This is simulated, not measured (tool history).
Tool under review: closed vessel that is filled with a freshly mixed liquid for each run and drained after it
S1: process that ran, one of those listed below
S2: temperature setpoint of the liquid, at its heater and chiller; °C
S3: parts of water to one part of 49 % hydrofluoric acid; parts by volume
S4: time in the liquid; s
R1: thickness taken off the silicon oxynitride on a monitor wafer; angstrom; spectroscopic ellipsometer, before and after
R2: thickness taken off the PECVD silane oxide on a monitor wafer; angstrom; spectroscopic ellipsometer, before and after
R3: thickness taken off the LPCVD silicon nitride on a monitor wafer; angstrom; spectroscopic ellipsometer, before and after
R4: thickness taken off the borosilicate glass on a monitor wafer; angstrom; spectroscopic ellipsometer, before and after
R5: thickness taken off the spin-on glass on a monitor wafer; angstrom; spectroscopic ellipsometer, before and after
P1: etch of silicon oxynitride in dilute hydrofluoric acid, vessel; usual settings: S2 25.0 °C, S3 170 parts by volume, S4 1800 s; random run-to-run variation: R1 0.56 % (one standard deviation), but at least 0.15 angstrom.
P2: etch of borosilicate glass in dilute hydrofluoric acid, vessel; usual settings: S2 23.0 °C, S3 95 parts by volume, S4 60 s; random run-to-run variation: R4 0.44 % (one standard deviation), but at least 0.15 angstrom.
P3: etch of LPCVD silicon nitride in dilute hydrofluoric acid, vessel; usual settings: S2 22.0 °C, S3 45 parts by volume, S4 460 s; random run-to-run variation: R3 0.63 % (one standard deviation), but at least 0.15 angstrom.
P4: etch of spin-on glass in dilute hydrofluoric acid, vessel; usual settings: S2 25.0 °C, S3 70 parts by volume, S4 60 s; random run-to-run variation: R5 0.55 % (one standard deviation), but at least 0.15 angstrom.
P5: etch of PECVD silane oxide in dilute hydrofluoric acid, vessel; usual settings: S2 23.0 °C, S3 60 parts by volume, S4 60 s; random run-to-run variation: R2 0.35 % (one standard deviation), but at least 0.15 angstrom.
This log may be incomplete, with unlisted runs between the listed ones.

run	hour	S1	S2	S3	S4	R1	R2	R3	R4	R5
1	6.1	P1	25.0	170	1800	229.320				
2	12.2	P5	23.0	60	90		711.59			
3	15.6	P1	25.0	170	1800	231.150				
4	20.5	P1	25.0	170	2825	355.570				
5	24.1	P1	25.0	170	1800	230.420				
6	30.8	P5	23.0	60	60		475.11			
7	37.8	P3	22.0	20	460			95.856		
8	43.0	P3	22.0	45	460			43.883		
9	46.2	P2	23.0	95	60				269.97	
10	52.3	P1	25.0	50	1800	866.400				
11	58.3	P1	25.0	240	1800	154.350				
12	63.3	P2	29.5	95	60				349.41	
13	68.2	P4	25.0	100	60					182.62
14	73.4	P4	25.0	70	60					271.78
15	78.1	P2	23.0	175	60				133.83	
16	84.8	P2	23.0	95	60				270.33	
17	90.5	P1	25.0	170	1800	230.080				
18	93.7	P1	28.5	170	1800	268.920				
19	97.1	P5	23.0	110	60		241.45			
20	103.2	P4	25.0	70	30					136.22
21	108.1	P1	19.0	170	1800	173.900				
22	113.6	P3	22.0	45	110			10.445		
23	117.7	P2	23.0	95	85				385.07	
24	124.4	P1	25.0	170	1800	231.540				
25	130.2	P3	22.0	45	460			43.746		
26	134.2	P1	25.0	170	585	74.863				
27	140.1	P4	30.0	70	60					329.99
28	144.3	P3	30.0	45	460			74.638		
29	149.2	P1	25.0	40	2620	1586.000				
30	154.6	P5	17.0	60	60		366.68			
31	160.2	P1	25.0	170	1800	229.810				

Predict the results of run 32:
32	164.6	P1	25.0	170	1800	?				

For run 32 the tool returned R1 228.040 angstrom.

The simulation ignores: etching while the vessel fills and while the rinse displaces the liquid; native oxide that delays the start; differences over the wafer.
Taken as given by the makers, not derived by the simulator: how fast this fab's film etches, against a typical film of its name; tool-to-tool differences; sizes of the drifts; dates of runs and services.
